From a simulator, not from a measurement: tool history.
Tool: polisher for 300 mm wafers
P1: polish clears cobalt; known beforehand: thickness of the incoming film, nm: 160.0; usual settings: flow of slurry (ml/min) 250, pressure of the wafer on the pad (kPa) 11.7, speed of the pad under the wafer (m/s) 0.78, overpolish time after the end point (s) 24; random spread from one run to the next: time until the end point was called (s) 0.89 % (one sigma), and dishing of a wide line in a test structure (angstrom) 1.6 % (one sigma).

| run | day | flow of slurry (ml/min) | pressure of the wafer on the pad (kPa) | speed of the pad under the wafer (m/s) | overpolish time after the end point (s) | time until the end point was called (s) | dishing of a wide line in a test structure (angstrom) |
|---|---|---|---|---|---|---|---|
| 1 | 0.175 | 250 | 11.7 | 0.78 | 24 | 55.255 | 334.22 |
| 2 | 0.288 | 150 | 11.7 | 0.78 | 24 | 58.113 | 334.49 |
| 3 | 0.379 | 250 | 11.7 | 0.78 | 41 | 54.884 | 390.64 |
| 4 | 0.483 | 250 | 11.7 | 0.78 | 24 | 56.391 | 341.17 |
| 5 | 0.621 | 250 | 11.7 | 0.78 | 24 | 55.318 | 338.71 |
| 6 | 0.738 | 350 | 11.7 | 0.78 | 24 | 53.406 | 349.67 |
| 7 | 0.862 | 250 | 11.7 | 0.78 | 24 | 55.493 | 327.53 |
| 8 | 0.971 | 250 | 5.5 | 0.78 | 24 | 117.64 | 224.8 |
| 9 | 1.088 | 150 | 11.7 | 0.36 | 24 | 128.53 | 216.95 |
| 10 | 1.254 | 250 | 11.7 | 0.78 | 7 | 55.439 | 158.97 |
| 11 | 1.379 | 250 | 11.7 | 0.78 | 24 | 55.141 | 341.59 |
| 12 | 1.504 | 250 | 11.7 | 1.06 | 24 | 40.811 | 372.82 |
| 13 | 1.658 | 250 | 11.7 | 0.78 | 24 | 54.413 | 340.67 |
| 14 | 1.775 | 250 | 11.7 | 0.36 | 24 | 119.63 | 223.26 |

Forecast run 15:
| 15 | 1.888 | 250 | 11.7 | 0.78 | 24 | ? | ? |

Run 15 came out at time until the end point was called (s) 55.073, dishing of a wide line in a test structure (angstrom) 343.23.
